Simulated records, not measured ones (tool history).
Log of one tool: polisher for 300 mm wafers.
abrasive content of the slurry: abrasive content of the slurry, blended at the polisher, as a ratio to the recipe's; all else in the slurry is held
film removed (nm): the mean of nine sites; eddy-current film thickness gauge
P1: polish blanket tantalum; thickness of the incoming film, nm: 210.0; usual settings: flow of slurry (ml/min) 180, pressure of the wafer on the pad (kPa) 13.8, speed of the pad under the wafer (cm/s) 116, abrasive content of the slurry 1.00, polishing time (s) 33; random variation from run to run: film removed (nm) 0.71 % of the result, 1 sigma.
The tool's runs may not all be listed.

| run | day | flow of slurry (ml/min) | pressure of the wafer on the pad (kPa) | speed of the pad under the wafer (cm/s) | abrasive content of the slurry | polishing time (s) | film removed (nm) |
|---|---|---|---|---|---|---|---|
| 1 | 0.362 | 180 | 13.8 | 116 | 1.00 | 33 | 64.825 |
| 2 | 0.688 | 120 | 13.8 | 116 | 1.00 | 33 | 60.762 |
| 3 | 1.058 | 180 | 13.8 | 174 | 1.00 | 33 | 97.044 |
| 4 | 1.433 | 180 | 21.4 | 116 | 1.00 | 33 | 101.460 |
| 5 | 1.829 | 180 | 13.8 | 116 | 1.00 | 33 | 66.142 |
| 6 | 2.279 | 180 | 13.8 | 116 | 1.00 | 33 | 65.597 |
| 7 | 2.783 | 180 | 13.8 | 64 | 1.00 | 33 | 36.063 |
| 8 | 3.100 | 250 | 13.8 | 116 | 1.00 | 33 | 68.152 |
| 9 | 3.404 | 180 | 13.8 | 116 | 1.00 | 44 | 86.289 |
| 10 | 3.700 | 180 | 13.8 | 116 | 1.35 | 33 | 70.794 |
| 11 | 4.133 | 180 | 13.8 | 116 | 1.00 | 33 | 64.861 |
| 12 | 4.600 | 180 | 13.8 | 116 | 0.60 | 33 | 55.398 |
| 13 | 4.933 | 180 | 13.8 | 116 | 1.00 | 33 | 65.191 |
| 14 | 5.467 | 270 | 13.8 | 166 | 1.00 | 33 | 97.663 |
| 15 | 5.971 | 180 | 6.9 | 116 | 1.00 | 33 | 32.716 |
| 16 | 6.262 | 180 | 13.8 | 116 | 1.00 | 21 | 41.969 |
| 17 | 6.846 | 180 | 18.6 | 116 | 0.65 | 33 | 77.494 |
| 18 | 7.392 | 180 | 13.8 | 116 | 1.00 | 33 | 64.803 |
| 19 | 7.929 | 180 | 13.8 | 172 | 1.00 | 45 | 130.470 |
| 20 | 8.475 | 180 | 13.8 | 116 | 1.00 | 33 | 65.157 |
| 21 | 8.988 | 180 | 13.8 | 116 | 1.00 | 33 | 61.648 |
| 22 | 9.383 | 180 | 13.8 | 116 | 1.00 | 33 | 61.646 |
| 23 | 9.821 | 180 | 13.8 | 116 | 1.00 | 33 | 59.943 |
|  | 10.008 | worn pad replaced by a new one |
|  | 10.083 | slurry nozzle cleaned |
| 24 | 10.167 | 180 | 13.8 | 116 | 1.00 | 33 | 59.727 |
| 25 | 10.467 | 180 | 13.8 | 116 | 1.00 | 33 | 59.532 |
| 26 | 10.775 | 180 | 13.8 | 116 | 1.00 | 33 | 58.577 |
| 27 | 11.250 | 180 | 13.8 | 116 | 1.00 | 33 | 58.719 |
| 28 | 11.746 | 180 | 13.8 | 116 | 1.00 | 33 | 58.787 |
| 29 | 12.067 | 180 | 13.8 | 116 | 1.00 | 33 | 58.668 |
| 30 | 12.612 | 180 | 13.8 | 116 | 1.00 | 33 | 57.597 |

What P1 gives has crept away from where it was. These 2 causes fit the log equally well, each at the size given:
A: abrasive missing from the slurry, % = 30.7
B: head's pressure below its setpoint, % = 11.2
The creep began at about day 8.475.
Why every other cause is out:
removal rate lost through wear of the pad, %: serviced at day 10.008, which brought nothing back
slurry flow missing at the pad, %: serviced at day 10.083, which brought nothing back

4 check runs are offered, each on 5 wafers whose results are averaged, their results left as question marks. Which one tells the causes apart?
| check 1 | 13.158 | 215 | 13.8 | 116 | 1.35 | 33 | ? |
| check 2 | 13.158 | 180 | 8.3 | 116 | 1.00 | 33 | ? |
| check 3 | 13.158 | 230 | 13.8 | 170 | 1.00 | 33 | ? |
| check 4 | 13.158 | 225 | 9.0 | 116 | 1.00 | 33 | ? |

What each check would give under each cause:
| check | result | if A | if B |
|---|---|---|---|
| check 1 | film removed (nm) | 65.645 | 64.195 |
| check 2 | film removed (nm) | 34.814 | 34.828 |
| check 3 | film removed (nm) | 87.776 | 87.811 |
| check 4 | film removed (nm) | 38.832 | 38.847 |
How far apart the two closest causes lie, in the result that separates them most: check 1 2.23 %; check 2 0.04 %; check 3 0.04 %; check 4 0.04 %
Only check 1 tells the causes apart: in the others they would give nearly the same result.

Then check 1 was run and gave: film removed (nm) 63.933. Which cause is it?

It is B: head's pressure below its setpoint, %.

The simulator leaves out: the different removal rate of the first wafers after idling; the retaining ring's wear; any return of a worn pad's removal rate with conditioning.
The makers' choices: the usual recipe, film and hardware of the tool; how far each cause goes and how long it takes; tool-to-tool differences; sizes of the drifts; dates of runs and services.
